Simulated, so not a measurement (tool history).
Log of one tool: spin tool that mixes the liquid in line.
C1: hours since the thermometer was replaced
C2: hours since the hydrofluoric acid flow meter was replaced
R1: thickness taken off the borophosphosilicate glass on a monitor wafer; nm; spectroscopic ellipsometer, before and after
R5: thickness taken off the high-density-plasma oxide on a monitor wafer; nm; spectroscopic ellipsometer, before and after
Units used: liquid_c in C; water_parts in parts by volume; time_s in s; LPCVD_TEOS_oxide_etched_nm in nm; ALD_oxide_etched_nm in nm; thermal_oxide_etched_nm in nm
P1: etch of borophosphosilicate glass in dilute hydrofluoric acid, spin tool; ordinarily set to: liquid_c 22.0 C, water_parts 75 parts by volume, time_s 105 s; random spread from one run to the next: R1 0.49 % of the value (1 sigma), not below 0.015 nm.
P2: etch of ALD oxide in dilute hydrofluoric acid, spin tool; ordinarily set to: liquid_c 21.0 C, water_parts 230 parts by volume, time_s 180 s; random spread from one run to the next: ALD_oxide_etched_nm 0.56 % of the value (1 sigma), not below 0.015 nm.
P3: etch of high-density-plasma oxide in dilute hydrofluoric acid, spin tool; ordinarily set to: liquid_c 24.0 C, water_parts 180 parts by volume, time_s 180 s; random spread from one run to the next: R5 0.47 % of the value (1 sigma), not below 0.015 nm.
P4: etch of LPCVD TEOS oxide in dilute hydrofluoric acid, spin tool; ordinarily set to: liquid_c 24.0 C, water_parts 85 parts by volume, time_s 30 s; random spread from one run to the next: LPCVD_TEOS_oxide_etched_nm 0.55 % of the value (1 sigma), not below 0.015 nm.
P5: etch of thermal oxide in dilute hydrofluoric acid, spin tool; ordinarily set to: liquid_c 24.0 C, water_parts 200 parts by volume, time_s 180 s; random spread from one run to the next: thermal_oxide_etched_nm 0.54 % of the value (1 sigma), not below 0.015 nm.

Run 1, hour 4.9: process P1, liquid_c 22.0 C, water_parts 75 parts by volume, time_s 105 s; C1 1536.9; C2 1612.9. Result: R1 57.716 nm.
Run 2, hour 11.3: process P4, liquid_c 24.0 C, water_parts 85 parts by volume, time_s 30 s; C1 1543.3; C2 1619.3. Result: LPCVD_TEOS_oxide_etched_nm 10.5440 nm.
Run 3, hour 17.2: process P1, liquid_c 22.0 C, water_parts 25 parts by volume, time_s 105 s; C1 1549.2; C2 1625.2. Result: R1 185.270 nm.
Run 4, hour 20.2: process P2, liquid_c 21.0 C, water_parts 230 parts by volume, time_s 180 s; C1 1552.2; C2 1628.2. Result: ALD_oxide_etched_nm 8.0175 nm.
Run 5, hour 26.0: process P1, liquid_c 22.0 C, water_parts 75 parts by volume, time_s 185 s; C1 1558.0; C2 1634.0. Result: R1 102.550 nm.
Run 6, hour 32.3: process P2, liquid_c 21.0 C, water_parts 50 parts by volume, time_s 180 s; C1 1564.3; C2 1640.3. Result: ALD_oxide_etched_nm 45.5000 nm.
Run 7, hour 38.5: process P5, liquid_c 24.0 C, water_parts 200 parts by volume, time_s 280 s; C1 1570.5; C2 1646.5. Result: thermal_oxide_etched_nm 5.9889 nm.
Run 8, hour 43.3: process P1, liquid_c 22.0 C, water_parts 75 parts by volume, time_s 105 s; C1 1575.3; C2 1651.3. Result: R1 57.554 nm.
Run 9, hour 48.2: process P1, liquid_c 17.0 C, water_parts 75 parts by volume, time_s 105 s; C1 1580.2; C2 1656.2. Result: R1 46.879 nm.
Run 10, hour 53.3: process P1, liquid_c 22.0 C, water_parts 135 parts by volume, time_s 105 s; C1 1585.3; C2 1661.3. Result: R1 29.656 nm.
Run 11, hour 58.9: process P3, liquid_c 24.0 C, water_parts 40 parts by volume, time_s 180 s; C1 1590.9; C2 1666.9. Result: R5 39.0270 nm.
Run 12, hour 64.0: process P1, liquid_c 22.0 C, water_parts 75 parts by volume, time_s 105 s; C1 1596.0; C2 1672.0. Result: R1 57.568 nm.
Run 13, hour 68.7: process P4, liquid_c 24.0 C, water_parts 85 parts by volume, time_s 50 s; C1 1600.7; C2 1676.7. Result: LPCVD_TEOS_oxide_etched_nm 17.4870 nm.
Run 14, hour 73.5: process P4, liquid_c 24.0 C, water_parts 25 parts by volume, time_s 30 s; C1 1605.5; C2 1681.5. Result: LPCVD_TEOS_oxide_etched_nm 38.1360 nm.
Run 15, hour 79.6: process P5, liquid_c 24.0 C, water_parts 200 parts by volume, time_s 180 s; C1 1611.6; C2 1687.6. Result: thermal_oxide_etched_nm 3.8456 nm.
Run 16, hour 82.9: process P3, liquid_c 24.0 C, water_parts 180 parts by volume, time_s 180 s; C1 1614.9; C2 1690.9. Result: R5 7.2867 nm.
Run 17, hour 88.1: process P2, liquid_c 21.0 C, water_parts 230 parts by volume, time_s 30 s; C1 1620.1; C2 1696.1. Result: ALD_oxide_etched_nm 1.3566 nm.
Run 18, hour 91.6: process P5, liquid_c 17.0 C, water_parts 200 parts by volume, time_s 180 s; C1 1623.6; C2 1699.6. Result: thermal_oxide_etched_nm 2.9598 nm.
Run 19, hour 96.0: process P3, liquid_c 24.0 C, water_parts 180 parts by volume, time_s 20 s; C1 1628.0; C2 1704.0. Result: R5 0.8161 nm.
Run 20, hour 100.7: process P1, liquid_c 22.0 C, water_parts 75 parts by volume, time_s 30 s; C1 1632.7; C2 1708.7. Result: R1 16.574 nm.
Run 21, hour 105.4: process P1, liquid_c 29.5 C, water_parts 75 parts by volume, time_s 105 s; C1 1637.4; C2 1713.4. Result: R1 77.734 nm.
Run 22, hour 109.3: process P3, liquid_c 29.0 C, water_parts 180 parts by volume, time_s 180 s; C1 1641.3; C2 1717.3. Result: R5 8.6349 nm.
Run 23, hour 113.2: process P1, liquid_c 22.0 C, water_parts 20 parts by volume, time_s 175 s; C1 1645.2; C2 1721.2. Result: R1 386.810 nm.
Run 24, hour 117.5: process P4, liquid_c 24.0 C, water_parts 85 parts by volume, time_s 30 s; C1 1649.5; C2 1725.5. Result: LPCVD_TEOS_oxide_etched_nm 10.5830 nm.
Run 25, hour 122.1: process P5, liquid_c 24.0 C, water_parts 200 parts by volume, time_s 180 s; C1 1654.1; C2 1730.1. Result: thermal_oxide_etched_nm 3.8481 nm.
Run 26, hour 125.6: process P1, liquid_c 22.0 C, water_parts 75 parts by volume, time_s 105 s; C1 1657.6; C2 1733.6. Result: R1 57.995 nm.
Run 27, hour 131.0: process P5, liquid_c 24.0 C, water_parts 365 parts by volume, time_s 180 s; C1 1663.0; C2 1739.0. Result: thermal_oxide_etched_nm 1.8091 nm.
Run 28, hour 137.5: process P2, liquid_c 29.0 C, water_parts 230 parts by volume, time_s 180 s; C1 1669.5; C2 1745.5. Result: ALD_oxide_etched_nm 10.7900 nm.
Run 29, hour 143.0: process P1, liquid_c 22.0 C, water_parts 75 parts by volume, time_s 105 s; C1 1675.0; C2 1751.0. Result: R1 57.882 nm.
Run 30, hour 148.0: process P4, liquid_c 20.5 C, water_parts 85 parts by volume, time_s 30 s; C1 1680.0; C2 1756.0. Result: LPCVD_TEOS_oxide_etched_nm 9.0684 nm.
Run 31, hour 151.0: process P1, liquid_c 22.0 C, water_parts 75 parts by volume, time_s 105 s; C1 1683.0; C2 1759.0. Result: R1 57.689 nm.
Run 32, hour 157.1: process P1, liquid_c 22.0 C, water_parts 75 parts by volume, time_s 105 s; C1 1689.1; C2 1765.1. Result: R1 60.355 nm.
Run 33, hour 161.7: process P1, liquid_c 22.0 C, water_parts 75 parts by volume, time_s 105 s; C1 1693.7; C2 1769.7. Result: R1 60.783 nm.
Run 34, hour 166.7: process P1, liquid_c 22.0 C, water_parts 75 parts by volume, time_s 105 s; C1 1698.7; C2 1774.7. Result: R1 61.761 nm.
Run 35, hour 173.1: process P1, liquid_c 22.0 C, water_parts 75 parts by volume, time_s 105 s; C1 1705.1; C2 1781.1. Result: R1 62.410 nm.
Run 36, hour 177.8: process P1, liquid_c 22.0 C, water_parts 75 parts by volume, time_s 105 s; C1 1709.8; C2 1785.8. Result: R1 62.542 nm.
Run 37, hour 183.6: process P1, liquid_c 22.0 C, water_parts 75 parts by volume, time_s 105 s; C1 1715.6; C2 1791.6. Result: R1 62.730 nm.
Run 38, hour 188.4: process P1, liquid_c 22.0 C, water_parts 75 parts by volume, time_s 105 s; C1 1720.4; C2 1796.4. Result: R1 62.270 nm.

What P1 gives has crept off from where it sat before. The 2 causes that follow fit the log equally well, each at the size noted:
A: liquid hotter than its thermometer reads (K) = 2.01
B: hydrofluoric acid flow above the setpoint (%) = 7.78
Creep in the process output first set in at about hour 151.0.

Below are 4 check runs, each averaged over 5 wafers, with their results shown as question marks. Which of them would give clearly different results depending on which cause is behind the drift?
Run check 1, hour 193.2: process P3, liquid_c 24.0 C, water_parts 75 parts by volume, time_s 180 s. Result: R5 ?.
Run check 2, hour 193.2: process P2, liquid_c 27.0 C, water_parts 85 parts by volume, time_s 180 s. Result: ALD_oxide_etched_nm ?.
Run check 3, hour 193.2: process P4, liquid_c 24.0 C, water_parts 85 parts by volume, time_s 40 s. Result: LPCVD_TEOS_oxide_etched_nm ?.
Run check 4, hour 193.2: process P5, liquid_c 24.0 C, water_parts 355 parts by volume, time_s 180 s. Result: thermal_oxide_etched_nm ?.

If the cause were each of the candidates in turn, the checks would give the following:
  check                      result     if A     if B
check 1                          R5  21.4260  21.4550
check 2         ALD_oxide_etched_nm  35.1970  35.3940
check 3  LPCVD_TEOS_oxide_etched_nm  15.1160  15.1600
check 4     thermal_oxide_etched_nm   1.9851   2.0500
Separation of the two closest causes in each check, using whichever result separates them best: check 1 0.14 %; check 2 0.56 %; check 3 0.29 %; check 4 3.22 %
Only check 4 tells the causes apart: in the others they would give nearly the same result.

Then check 4 was run and gave: thermal_oxide_etched_nm 2.0452 nm. Which cause is it?

It was cause B: hydrofluoric acid flow above the setpoint (%).

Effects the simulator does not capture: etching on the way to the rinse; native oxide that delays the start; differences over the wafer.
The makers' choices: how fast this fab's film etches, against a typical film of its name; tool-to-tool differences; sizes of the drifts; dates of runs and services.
